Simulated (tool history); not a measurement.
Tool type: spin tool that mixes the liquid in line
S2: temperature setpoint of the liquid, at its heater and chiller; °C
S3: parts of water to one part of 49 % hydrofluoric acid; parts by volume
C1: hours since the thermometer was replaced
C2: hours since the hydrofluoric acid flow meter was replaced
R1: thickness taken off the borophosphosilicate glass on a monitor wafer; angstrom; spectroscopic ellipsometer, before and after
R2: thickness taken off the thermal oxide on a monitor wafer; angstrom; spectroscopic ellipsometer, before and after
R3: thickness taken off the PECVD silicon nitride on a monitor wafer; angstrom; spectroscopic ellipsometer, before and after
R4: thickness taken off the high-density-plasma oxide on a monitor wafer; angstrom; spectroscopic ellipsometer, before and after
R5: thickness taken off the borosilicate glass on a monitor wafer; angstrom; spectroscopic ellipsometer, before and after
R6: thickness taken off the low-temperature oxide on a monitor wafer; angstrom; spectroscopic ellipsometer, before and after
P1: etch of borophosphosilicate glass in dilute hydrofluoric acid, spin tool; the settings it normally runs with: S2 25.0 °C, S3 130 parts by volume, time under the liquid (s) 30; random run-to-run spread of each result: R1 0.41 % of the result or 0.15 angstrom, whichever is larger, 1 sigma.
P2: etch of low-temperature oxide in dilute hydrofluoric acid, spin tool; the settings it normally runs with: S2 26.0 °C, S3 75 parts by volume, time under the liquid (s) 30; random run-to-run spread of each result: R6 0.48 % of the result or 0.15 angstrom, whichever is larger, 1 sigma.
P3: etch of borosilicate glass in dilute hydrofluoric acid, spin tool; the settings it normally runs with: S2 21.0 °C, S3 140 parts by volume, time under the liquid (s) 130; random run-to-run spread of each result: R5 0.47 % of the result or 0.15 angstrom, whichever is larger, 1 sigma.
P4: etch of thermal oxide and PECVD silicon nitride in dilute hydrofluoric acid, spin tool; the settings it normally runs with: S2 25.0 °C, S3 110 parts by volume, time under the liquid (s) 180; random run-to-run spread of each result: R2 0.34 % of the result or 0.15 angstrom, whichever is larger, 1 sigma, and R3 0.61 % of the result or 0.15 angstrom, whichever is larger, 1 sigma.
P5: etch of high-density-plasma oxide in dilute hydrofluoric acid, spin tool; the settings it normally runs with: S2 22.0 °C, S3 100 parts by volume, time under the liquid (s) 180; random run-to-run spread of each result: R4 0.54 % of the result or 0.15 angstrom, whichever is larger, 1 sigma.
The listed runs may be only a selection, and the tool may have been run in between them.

Run 1, hour 6.0: process that ran P1, S2 25.0 °C, S3 130 parts by volume, time under the liquid (s) 30; C1 1248.7; C2 649.6. Result: R1 120.010 angstrom.
Run 2, hour 11.1: process that ran P1, S2 25.0 °C, S3 20 parts by volume, time under the liquid (s) 30; C1 1253.8; C2 654.7. Result: R1 901.540 angstrom.
Run 3, hour 16.0: process that ran P4, S2 25.0 °C, S3 110 parts by volume, time under the liquid (s) 180; C1 1258.7; C2 659.6. Result: R2 79.288 angstrom, R3 47.282 angstrom.
Run 4, hour 20.1: process that ran P1, S2 25.0 °C, S3 220 parts by volume, time under the liquid (s) 30; C1 1262.8; C2 663.7. Result: R1 63.735 angstrom.
Run 5, hour 27.8: process that ran P5, S2 22.0 °C, S3 100 parts by volume, time under the liquid (s) 180; C1 1270.5; C2 671.4. Result: R4 88.6330 angstrom.
Run 6, hour 32.6: process that ran P3, S2 21.0 °C, S3 140 parts by volume, time under the liquid (s) 130; C1 1275.3; C2 676.2. Result: R5 347.780 angstrom.
Run 7, hour 40.5: process that ran P4, S2 30.5 °C, S3 110 parts by volume, time under the liquid (s) 180; C1 1283.2; C2 684.1. Result: R2 98.191 angstrom, R3 66.417 angstrom.
Run 8, hour 46.7: process that ran P1, S2 25.0 °C, S3 130 parts by volume, time under the liquid (s) 30; C1 1289.4; C2 690.3. Result: R1 120.810 angstrom.
Run 9, hour 51.1: process that ran P5, S2 17.0 °C, S3 100 parts by volume, time under the liquid (s) 180; C1 1293.8; C2 694.7. Result: R4 72.7260 angstrom.
Run 10, hour 55.4: process that ran P1, S2 31.0 °C, S3 130 parts by volume, time under the liquid (s) 45; C1 1298.1; C2 699.0. Result: R1 226.550 angstrom.
Run 11, hour 61.9: process that ran P1, S2 25.0 °C, S3 130 parts by volume, time under the liquid (s) 15; C1 1304.6; C2 705.5. Result: R1 59.981 angstrom.
Run 12, hour 65.3: process that ran P5, S2 22.0 °C, S3 100 parts by volume, time under the liquid (s) 180; C1 1308.0; C2 708.9. Result: R4 89.0830 angstrom.
Run 13, hour 70.4: process that ran P3, S2 21.0 °C, S3 75 parts by volume, time under the liquid (s) 130; C1 1313.1; C2 714.0. Result: R5 703.330 angstrom.
Run 14, hour 74.1: process that ran P2, S2 26.0 °C, S3 75 parts by volume, time under the liquid (s) 50; C1 1316.8; C2 717.7. Result: R6 246.39 angstrom.
Run 15, hour 79.1: process that ran P1, S2 21.0 °C, S3 130 parts by volume, time under the liquid (s) 15; C1 1321.8; C2 722.7. Result: R1 51.777 angstrom.
Run 16, hour 82.7: process that ran P5, S2 22.0 °C, S3 180 parts by volume, time under the liquid (s) 180; C1 1325.4; C2 726.3. Result: R4 45.2170 angstrom.
Run 17, hour 88.6: process that ran P2, S2 26.0 °C, S3 75 parts by volume, time under the liquid (s) 30; C1 1331.3; C2 732.2. Result: R6 145.97 angstrom.
Run 18, hour 93.1: process that ran P1, S2 28.0 °C, S3 225 parts by volume, time under the liquid (s) 30; C1 1335.8; C2 736.7. Result: R1 69.360 angstrom.
Run 19, hour 98.3: process that ran P3, S2 21.0 °C, S3 140 parts by volume, time under the liquid (s) 15; C1 1341.0; C2 741.9. Result: R5 40.101 angstrom.
Run 20, hour 106.2: process that ran P1, S2 25.0 °C, S3 130 parts by volume, time under the liquid (s) 30; C1 1348.9; C2 749.8. Result: R1 120.450 angstrom.
Run 21, hour 110.7: process that ran P5, S2 22.0 °C, S3 100 parts by volume, time under the liquid (s) 15; C1 1353.4; C2 754.3. Result: R4 7.4507 angstrom.
Run 22, hour 118.4: process that ran P1, S2 25.0 °C, S3 130 parts by volume, time under the liquid (s) 60; C1 1361.1; C2 762.0. Result: R1 239.340 angstrom.
Run 23, hour 122.8: process that ran P1, S2 17.0 °C, S3 130 parts by volume, time under the liquid (s) 30; C1 1365.5; C2 766.4. Result: R1 88.007 angstrom.
Run 24, hour 127.5: process that ran P1, S2 25.0 °C, S3 130 parts by volume, time under the liquid (s) 30; C1 1370.2; C2 771.1. Result: R1 119.250 angstrom.

For run 25, what comes out?
Run 25, hour 134.2: process that ran P1, S2 31.0 °C, S3 130 parts by volume, time under the liquid (s) 30; C1 1376.9; C2 777.8. Result: R1 ?.

{"run 25": {"R1": 150.41}}
